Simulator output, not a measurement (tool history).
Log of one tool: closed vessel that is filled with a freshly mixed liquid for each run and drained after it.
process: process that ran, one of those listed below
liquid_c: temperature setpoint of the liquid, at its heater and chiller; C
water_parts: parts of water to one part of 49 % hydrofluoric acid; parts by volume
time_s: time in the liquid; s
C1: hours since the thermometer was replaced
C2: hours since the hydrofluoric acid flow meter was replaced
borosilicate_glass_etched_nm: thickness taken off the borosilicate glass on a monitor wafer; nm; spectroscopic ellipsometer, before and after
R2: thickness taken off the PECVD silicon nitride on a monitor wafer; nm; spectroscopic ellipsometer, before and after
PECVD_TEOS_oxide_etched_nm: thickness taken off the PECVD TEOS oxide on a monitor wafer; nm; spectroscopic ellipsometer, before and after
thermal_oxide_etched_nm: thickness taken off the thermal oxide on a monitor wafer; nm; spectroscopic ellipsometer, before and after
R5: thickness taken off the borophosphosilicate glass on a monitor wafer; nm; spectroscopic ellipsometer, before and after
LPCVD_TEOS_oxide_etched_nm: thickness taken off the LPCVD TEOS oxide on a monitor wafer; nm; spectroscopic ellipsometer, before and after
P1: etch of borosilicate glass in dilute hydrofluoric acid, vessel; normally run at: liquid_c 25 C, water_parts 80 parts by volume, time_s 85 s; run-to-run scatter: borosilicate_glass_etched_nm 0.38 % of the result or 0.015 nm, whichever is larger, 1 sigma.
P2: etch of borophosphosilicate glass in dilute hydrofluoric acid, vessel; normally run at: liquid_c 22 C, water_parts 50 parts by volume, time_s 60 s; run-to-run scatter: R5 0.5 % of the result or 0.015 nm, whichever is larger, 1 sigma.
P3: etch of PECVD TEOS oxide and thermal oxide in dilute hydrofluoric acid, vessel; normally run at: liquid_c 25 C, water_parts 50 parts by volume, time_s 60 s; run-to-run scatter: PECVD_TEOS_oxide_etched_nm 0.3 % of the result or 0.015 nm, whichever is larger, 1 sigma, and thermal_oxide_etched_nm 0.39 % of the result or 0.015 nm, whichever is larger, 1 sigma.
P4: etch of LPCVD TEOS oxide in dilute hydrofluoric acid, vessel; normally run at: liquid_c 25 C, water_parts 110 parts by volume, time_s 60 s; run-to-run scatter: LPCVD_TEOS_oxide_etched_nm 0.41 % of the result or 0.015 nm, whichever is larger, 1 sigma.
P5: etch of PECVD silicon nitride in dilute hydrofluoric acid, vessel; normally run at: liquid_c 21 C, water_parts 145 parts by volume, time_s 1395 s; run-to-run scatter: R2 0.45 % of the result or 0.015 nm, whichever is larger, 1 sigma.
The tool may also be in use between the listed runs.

{"run": 1, "day": 0.675, "process": "P1", "liquid_c": 25, "water_parts": 80, "time_s": 85, "C1": 1648, "C2": 132.1, "borosilicate_glass_etched_nm": 38.15}
{"run": 2, "day": 1.1, "process": "P5", "liquid_c": 17, "water_parts": 145, "time_s": 1395, "C1": 1658.2, "C2": 142.3, "R2": 19.133}
{"run": 3, "day": 1.788, "process": "P5", "liquid_c": 21, "water_parts": 145, "time_s": 1395, "C1": 1674.7, "C2": 158.8, "R2": 25.017}
{"run": 4, "day": 2.196, "process": "P1", "liquid_c": 25, "water_parts": 115, "time_s": 85, "C1": 1684.5, "C2": 168.6, "borosilicate_glass_etched_nm": 25.463}
{"run": 5, "day": 2.771, "process": "P1", "liquid_c": 30.5, "water_parts": 125, "time_s": 85, "C1": 1698.3, "C2": 182.4, "borosilicate_glass_etched_nm": 28.643}
{"run": 6, "day": 3.383, "process": "P3", "liquid_c": 25, "water_parts": 50, "time_s": 60, "C1": 1713, "C2": 197.1, "PECVD_TEOS_oxide_etched_nm": 16.707, "thermal_oxide_etched_nm": 6.1625}
{"run": 7, "day": 4.058, "process": "P5", "liquid_c": 21, "water_parts": 260, "time_s": 1395, "C1": 1729.2, "C2": 213.3, "R2": 14.23}
{"run": 8, "day": 4.383, "process": "P2", "liquid_c": 17, "water_parts": 50, "time_s": 60, "C1": 1737, "C2": 221.1, "R5": 36.257}
{"run": 9, "day": 5.004, "process": "P4", "liquid_c": 29, "water_parts": 110, "time_s": 60, "C1": 1751.9, "C2": 236, "LPCVD_TEOS_oxide_etched_nm": 21.09}
{"run": 10, "day": 5.554, "process": "P1", "liquid_c": 30, "water_parts": 80, "time_s": 85, "C1": 1765.1, "C2": 249.2, "borosilicate_glass_etched_nm": 46.485}
{"run": 11, "day": 6.196, "process": "P5", "liquid_c": 21, "water_parts": 145, "time_s": 2625, "C1": 1780.5, "C2": 264.6, "R2": 47.186}
{"run": 12, "day": 6.775, "process": "P2", "liquid_c": 22, "water_parts": 50, "time_s": 60, "C1": 1794.4, "C2": 278.5, "R5": 44.669}
{"run": 13, "day": 7.462, "process": "P1", "liquid_c": 25, "water_parts": 80, "time_s": 85, "C1": 1810.9, "C2": 295, "borosilicate_glass_etched_nm": 38.012}
{"run": 14, "day": 7.854, "process": "P3", "liquid_c": 21.5, "water_parts": 50, "time_s": 60, "C1": 1820.3, "C2": 304.4, "PECVD_TEOS_oxide_etched_nm": 14.501, "thermal_oxide_etched_nm": 5.3001}
{"run": 15, "day": 8.383, "process": "P1", "liquid_c": 25, "water_parts": 120, "time_s": 30, "C1": 1833, "C2": 317.1, "borosilicate_glass_etched_nm": 8.6215}
{"run": 16, "day": 8.871, "process": "P4", "liquid_c": 25, "water_parts": 110, "time_s": 30, "C1": 1844.7, "C2": 328.8, "LPCVD_TEOS_oxide_etched_nm": 9.0819}
{"run": 17, "day": 9.367, "process": "P3", "liquid_c": 25, "water_parts": 50, "time_s": 30, "C1": 1856.6, "C2": 340.7, "PECVD_TEOS_oxide_etched_nm": 8.3958, "thermal_oxide_etched_nm": 3.0659}
{"run": 18, "day": 10.021, "process": "P5", "liquid_c": 21, "water_parts": 145, "time_s": 1395, "C1": 1872.3, "C2": 356.4, "R2": 25.014}
{"run": 19, "day": 10.388, "process": "P1", "liquid_c": 25, "water_parts": 20, "time_s": 85, "C1": 1881.1, "C2": 365.2, "borosilicate_glass_etched_nm": 165.11}
{"run": 20, "day": 10.992, "process": "P2", "liquid_c": 22, "water_parts": 50, "time_s": 60, "C1": 1895.6, "C2": 379.7, "R5": 43.977}
{"run": 21, "day": 11.292, "process": "P1", "liquid_c": 25, "water_parts": 80, "time_s": 85, "C1": 1902.8, "C2": 386.9, "borosilicate_glass_etched_nm": 38.121}
{"run": 22, "day": 11.692, "process": "P4", "liquid_c": 25, "water_parts": 110, "time_s": 60, "C1": 1912.4, "C2": 396.5, "LPCVD_TEOS_oxide_etched_nm": 18.216}
{"run": 23, "day": 12.271, "process": "P1", "liquid_c": 25, "water_parts": 80, "time_s": 40, "C1": 1926.3, "C2": 410.4, "borosilicate_glass_etched_nm": 17.986}
{"run": 24, "day": 12.704, "process": "P1", "liquid_c": 25, "water_parts": 110, "time_s": 135, "C1": 1936.7, "C2": 420.8, "borosilicate_glass_etched_nm": 42.521}
{"run": 25, "day": 13.346, "process": "P3", "liquid_c": 25, "water_parts": 20, "time_s": 60, "C1": 1952.1, "C2": 436.2, "PECVD_TEOS_oxide_etched_nm": 43.955, "thermal_oxide_etched_nm": 15.964}
{"run": 26, "day": 13.958, "process": "P3", "liquid_c": 25, "water_parts": 50, "time_s": 60, "C1": 1966.8, "C2": 450.9, "PECVD_TEOS_oxide_etched_nm": 16.669, "thermal_oxide_etched_nm": 6.1354}
{"run": 27, "day": 14.621, "process": "P1", "liquid_c": 25, "water_parts": 80, "time_s": 85, "C1": 1982.7, "C2": 466.8, "borosilicate_glass_etched_nm": 38.314}
{"run": 28, "day": 15.133, "process": "P1", "liquid_c": 25, "water_parts": 80, "time_s": 145, "C1": 1995, "C2": 479.1, "borosilicate_glass_etched_nm": 65.368}
{"run": 29, "day": 15.504, "process": "P4", "liquid_c": 25, "water_parts": 160, "time_s": 60, "C1": 2003.9, "C2": 488, "LPCVD_TEOS_oxide_etched_nm": 11.718}
{"run": 30, "day": 16.104, "process": "P1", "liquid_c": 25, "water_parts": 80, "time_s": 85, "C1": 2018.3, "C2": 502.4, "borosilicate_glass_etched_nm": 38.212}
{"run": 31, "day": 16.692, "process": "P1", "liquid_c": 20, "water_parts": 80, "time_s": 85, "C1": 2032.4, "C2": 516.5, "borosilicate_glass_etched_nm": 31.135}
{"run": 32, "day": 17.062, "process": "P2", "liquid_c": 22, "water_parts": 50, "time_s": 105, "C1": 2041.3, "C2": 525.4, "R5": 78.05}
{"run": 33, "day": 17.588, "process": "P2", "liquid_c": 22, "water_parts": 20, "time_s": 60, "C1": 2053.9, "C2": 538, "R5": 116.5}
{"run": 34, "day": 18.167, "process": "P1", "liquid_c": 25, "water_parts": 80, "time_s": 85, "C1": 2067.8, "C2": 551.9, "borosilicate_glass_etched_nm": 38.028}
{"run": 35, "day": 18.804, "process": "P1", "liquid_c": 25, "water_parts": 80, "time_s": 85, "C1": 2083.1, "C2": 567.2, "borosilicate_glass_etched_nm": 39.936}
{"run": 36, "day": 19.15, "process": "P1", "liquid_c": 25, "water_parts": 80, "time_s": 85, "C1": 2091.4, "C2": 575.5, "borosilicate_glass_etched_nm": 40.545}
{"run": 37, "day": 19.829, "process": "P1", "liquid_c": 25, "water_parts": 80, "time_s": 85, "C1": 2107.7, "C2": 591.8, "borosilicate_glass_etched_nm": 41.113}
{"run": 38, "day": 20.133, "process": "P1", "liquid_c": 25, "water_parts": 80, "time_s": 85, "C1": 2115, "C2": 599.1, "borosilicate_glass_etched_nm": 41.647}
{"run": 39, "day": 20.471, "process": "P1", "liquid_c": 25, "water_parts": 80, "time_s": 85, "C1": 2123.1, "C2": 607.2, "borosilicate_glass_etched_nm": 41.531}
{"run": 40, "day": 20.862, "process": "P1", "liquid_c": 25, "water_parts": 80, "time_s": 85, "C1": 2132.5, "C2": 616.6, "borosilicate_glass_etched_nm": 41.605}
{"run": 41, "day": 21.217, "process": "P1", "liquid_c": 25, "water_parts": 80, "time_s": 85, "C1": 2141, "C2": 625.1, "borosilicate_glass_etched_nm": 41.729}
{"run": 42, "day": 21.725, "process": "P1", "liquid_c": 25, "water_parts": 80, "time_s": 85, "C1": 2153.2, "C2": 637.3, "borosilicate_glass_etched_nm": 41.706}
{"run": 43, "day": 22.238, "process": "P1", "liquid_c": 25, "water_parts": 80, "time_s": 85, "C1": 2165.5, "C2": 649.6, "borosilicate_glass_etched_nm": 42.074}

What P1 gives has crept away from where it was. These 2 causes fit the log equally well, each at the size given:
A: hydrofluoric acid flow above the setpoint (%) = 8.47
B: liquid hotter than its thermometer reads (K) = 2.27
The creep began at about day 18.167.

4 check runs are offered, one wafer each, their results left as question marks. Which one tells the causes apart?
{"run": "check 1", "day": 22.75, "process": "P4", "liquid_c": 25, "water_parts": 110, "time_s": 60, "LPCVD_TEOS_oxide_etched_nm": "?"}
{"run": "check 2", "day": 22.75, "process": "P2", "liquid_c": 22, "water_parts": 50, "time_s": 60, "R5": "?"}
{"run": "check 3", "day": 22.75, "process": "P5", "liquid_c": 21, "water_parts": 145, "time_s": 1395, "R2": "?"}
{"run": "check 4", "day": 22.75, "process": "P3", "liquid_c": 25, "water_parts": 50, "time_s": 60, "PECVD_TEOS_oxide_etched_nm": "?", "thermal_oxide_etched_nm": "?"}

What each check would give under each cause:
check=check_1 result=LPCVD_TEOS_oxide_etched_nm if_A=19.939 if_B=19.85
check=check_2 result=R5 if_A=48.54 if_B=48.926
check=check_3 result=R2 if_A=27.041 if_B=28.991
check=check_4 result=PECVD_TEOS_oxide_etched_nm if_A=18.274 if_B=18.371
check=check_4 result=thermal_oxide_etched_nm if_A=6.6797 if_B=6.7154
How far apart the two closest causes lie, in the result that separates them most: check 1 0.45 %; check 2 0.79 %; check 3 6.96 %; check 4 0.53 %
Only check 3 tells the causes apart: in the others they would give nearly the same result.

Then check 3 was run and gave: R2 29.079 nm. Which cause is it?

It is B: liquid hotter than its thermometer reads (K).

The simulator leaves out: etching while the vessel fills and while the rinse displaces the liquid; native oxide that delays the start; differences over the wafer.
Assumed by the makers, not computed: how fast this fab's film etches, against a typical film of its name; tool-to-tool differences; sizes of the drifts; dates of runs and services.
